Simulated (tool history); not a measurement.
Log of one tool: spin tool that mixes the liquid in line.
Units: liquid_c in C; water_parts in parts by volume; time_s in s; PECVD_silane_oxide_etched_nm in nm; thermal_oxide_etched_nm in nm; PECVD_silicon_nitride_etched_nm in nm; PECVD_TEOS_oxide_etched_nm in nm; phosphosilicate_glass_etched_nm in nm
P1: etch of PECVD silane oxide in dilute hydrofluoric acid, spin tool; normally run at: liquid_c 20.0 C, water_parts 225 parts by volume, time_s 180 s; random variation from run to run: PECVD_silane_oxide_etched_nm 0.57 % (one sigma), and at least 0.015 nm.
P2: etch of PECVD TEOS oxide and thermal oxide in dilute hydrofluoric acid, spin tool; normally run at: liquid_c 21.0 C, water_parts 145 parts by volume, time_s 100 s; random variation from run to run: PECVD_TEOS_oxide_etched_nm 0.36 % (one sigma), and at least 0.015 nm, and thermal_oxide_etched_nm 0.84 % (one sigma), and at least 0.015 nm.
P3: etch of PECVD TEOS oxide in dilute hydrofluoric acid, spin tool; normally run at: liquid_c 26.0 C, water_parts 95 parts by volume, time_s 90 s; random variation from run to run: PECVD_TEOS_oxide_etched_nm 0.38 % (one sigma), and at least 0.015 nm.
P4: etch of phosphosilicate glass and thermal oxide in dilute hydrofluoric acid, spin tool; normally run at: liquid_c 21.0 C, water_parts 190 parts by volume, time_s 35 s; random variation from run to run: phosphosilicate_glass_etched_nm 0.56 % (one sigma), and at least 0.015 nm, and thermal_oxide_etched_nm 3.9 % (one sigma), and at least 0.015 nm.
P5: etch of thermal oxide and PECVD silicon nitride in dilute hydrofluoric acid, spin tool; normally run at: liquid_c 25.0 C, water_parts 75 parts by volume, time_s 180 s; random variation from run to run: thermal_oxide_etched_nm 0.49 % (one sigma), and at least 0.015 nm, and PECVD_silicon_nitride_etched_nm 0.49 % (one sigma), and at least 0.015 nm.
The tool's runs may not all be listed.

| run | hour | process | liquid_c | water_parts | time_s | PECVD_silane_oxide_etched_nm | thermal_oxide_etched_nm | PECVD_silicon_nitride_etched_nm | PECVD_TEOS_oxide_etched_nm | phosphosilicate_glass_etched_nm |
|---|---|---|---|---|---|---|---|---|---|---|
| 1 | 17.8 | P1 | 20.0 | 225 | 180 | 17.2230 |  |  |  |  |
| 2 | 29.9 | P5 | 25.0 | 75 | 300 |  | 21.26800 | 10.7810 |  |  |
| 3 | 42.2 | P2 | 21.0 | 250 | 100 |  | 1.42210 |  | 4.1429 |  |
| 4 | 57.3 | P1 | 20.0 | 225 | 180 | 17.3290 |  |  |  |  |
| 5 | 72.1 | P1 | 20.0 | 225 | 180 | 17.5050 |  |  |  |  |
| 6 | 84.5 | P2 | 28.0 | 145 | 100 |  | 3.57190 |  | 10.4630 |  |
| 7 | 94.4 | P1 | 20.0 | 120 | 180 | 36.1590 |  |  |  |  |
| 8 | 109.1 | P4 | 21.0 | 190 | 15 |  | 0.32072 |  |  | 5.5312 |
| 9 | 117.0 | P1 | 20.0 | 225 | 180 | 17.4360 |  |  |  |  |
| 10 | 131.2 | P1 | 20.0 | 225 | 180 | 17.4920 |  |  |  |  |
| 11 | 140.5 | P2 | 21.0 | 145 | 100 |  | 2.71740 |  | 7.9546 |  |
| 12 | 149.6 | P2 | 21.0 | 145 | 40 |  | 1.08420 |  | 3.1966 |  |
| 13 | 167.9 | P5 | 32.0 | 75 | 180 |  | 16.66000 | 10.0370 |  |  |
| 14 | 177.9 | P1 | 20.0 | 225 | 180 | 17.2310 |  |  |  |  |
| 15 | 187.1 | P1 | 24.5 | 375 | 180 | 10.6070 |  |  |  |  |
| 16 | 197.7 | P1 | 25.5 | 225 | 180 | 21.3360 |  |  |  |  |
| 17 | 212.2 | P3 | 26.0 | 95 | 90 |  |  |  | 13.4400 |  |
| 18 | 228.6 | P1 | 20.0 | 225 | 330 | 31.7530 |  |  |  |  |
| 19 | 246.4 | P1 | 17.0 | 225 | 180 | 15.4970 |  |  |  |  |
| 20 | 258.9 | P2 | 21.0 | 145 | 100 |  | 2.77440 |  | 7.9516 |  |
| 21 | 275.2 | P4 | 21.0 | 190 | 35 |  | 0.70386 |  |  | 12.8580 |
| 22 | 285.6 | P5 | 25.0 | 120 | 180 |  | 7.52820 | 4.0580 |  |  |
| 23 | 294.3 | P1 | 20.0 | 370 | 180 | 9.2865 |  |  |  |  |
| 24 | 304.9 | P3 | 32.5 | 95 | 90 |  |  |  | 17.2020 |  |
| 25 | 314.2 | P3 | 26.0 | 95 | 15 |  |  |  | 2.2373 |  |
| 26 | 332.0 | P4 | 21.0 | 290 | 35 |  | 0.40168 |  |  | 7.7166 |
| 27 | 341.4 | P4 | 17.0 | 190 | 35 |  | 0.57291 |  |  | 10.9900 |
| 28 | 350.0 | P3 | 26.0 | 175 | 90 |  |  |  | 6.6372 |  |
| 29 | 361.8 | P1 | 20.0 | 225 | 180 | 17.1730 |  |  |  |  |
| 30 | 376.3 | P5 | 25.0 | 75 | 180 |  | 12.84200 | 6.4473 |  |  |
| 31 | 385.2 | P1 | 20.0 | 225 | 75 | 7.2220 |  |  |  |  |
| 32 | 399.2 | P1 | 17.0 | 225 | 305 | 25.9490 |  |  |  |  |
| 33 | 413.5 | P1 | 20.0 | 225 | 180 | 17.3170 |  |  |  |  |
| 34 | 426.6 | P1 | 20.0 | 225 | 180 | 16.8090 |  |  |  |  |
| 35 | 444.0 | P1 | 20.0 | 225 | 180 | 16.5710 |  |  |  |  |
| 36 | 452.9 | P1 | 20.0 | 225 | 180 | 16.2740 |  |  |  |  |
| 37 | 468.5 | P1 | 20.0 | 225 | 180 | 16.1440 |  |  |  |  |
| 38 | 485.6 | P1 | 20.0 | 225 | 180 | 16.0700 |  |  |  |  |
| 39 | 503.4 | P1 | 20.0 | 225 | 180 | 15.7980 |  |  |  |  |
| 40 | 512.9 | P1 | 20.0 | 225 | 180 | 16.0290 |  |  |  |  |
| 41 | 523.0 | P1 | 20.0 | 225 | 180 | 15.8390 |  |  |  |  |
| 42 | 533.8 | P1 | 20.0 | 225 | 180 | 15.7100 |  |  |  |  |
| 43 | 547.4 | P1 | 20.0 | 225 | 180 | 15.6900 |  |  |  |  |
| 44 | 556.0 | P1 | 20.0 | 225 | 180 | 15.7710 |  |  |  |  |

What P1 gives has crept away from where it was. These 2 causes fit the log equally well, each at the size given:
A: liquid colder than its thermometer reads (K) = 2.33
B: hydrofluoric acid flow below the setpoint (%) = 7.08
The creep began at about hour 413.5.

4 check runs are offered, one wafer each, their results left as question marks. Which one tells the causes apart?
| check 1 | 564.6 | P3 | 32.0 | 95 | 40 |  |  |  | ? |  |
| check 2 | 564.6 | P5 | 28.0 | 75 | 250 |  | ? | ? |  |  |
| check 3 | 564.6 | P2 | 27.5 | 195 | 100 |  | ? |  | ? |  |
| check 4 | 564.6 | P4 | 21.0 | 275 | 20 |  | ? |  |  | ? |

What each check would give under each cause:
| check | result | if A | if B |
|---|---|---|---|
| check 1 | PECVD_TEOS_oxide_etched_nm | 6.9024 | 6.9224 |
| check 2 | thermal_oxide_etched_nm | 18.24100 | 18.43200 |
| check 2 | PECVD_silicon_nitride_etched_nm | 9.3959 | 10.1670 |
| check 3 | thermal_oxide_etched_nm | 2.25380 | 2.23930 |
| check 3 | PECVD_TEOS_oxide_etched_nm | 6.5718 | 6.5295 |
| check 4 | thermal_oxide_etched_nm | 0.23572 | 0.23422 |
| check 4 | phosphosilicate_glass_etched_nm | 4.3212 | 4.2937 |
How far apart the two closest causes lie, in the result that separates them most: check 1 0.29 %; check 2 7.89 %; check 3 0.65 %; check 4 0.64 %
Check 2 tells the causes apart: in the others they would give nearly the same result.

Check 2 was then run and gave: thermal_oxide_etched_nm 18.28400 nm; PECVD_silicon_nitride_etched_nm 10.2060 nm. Which cause is it?

It is B: hydrofluoric acid flow below the setpoint (%).

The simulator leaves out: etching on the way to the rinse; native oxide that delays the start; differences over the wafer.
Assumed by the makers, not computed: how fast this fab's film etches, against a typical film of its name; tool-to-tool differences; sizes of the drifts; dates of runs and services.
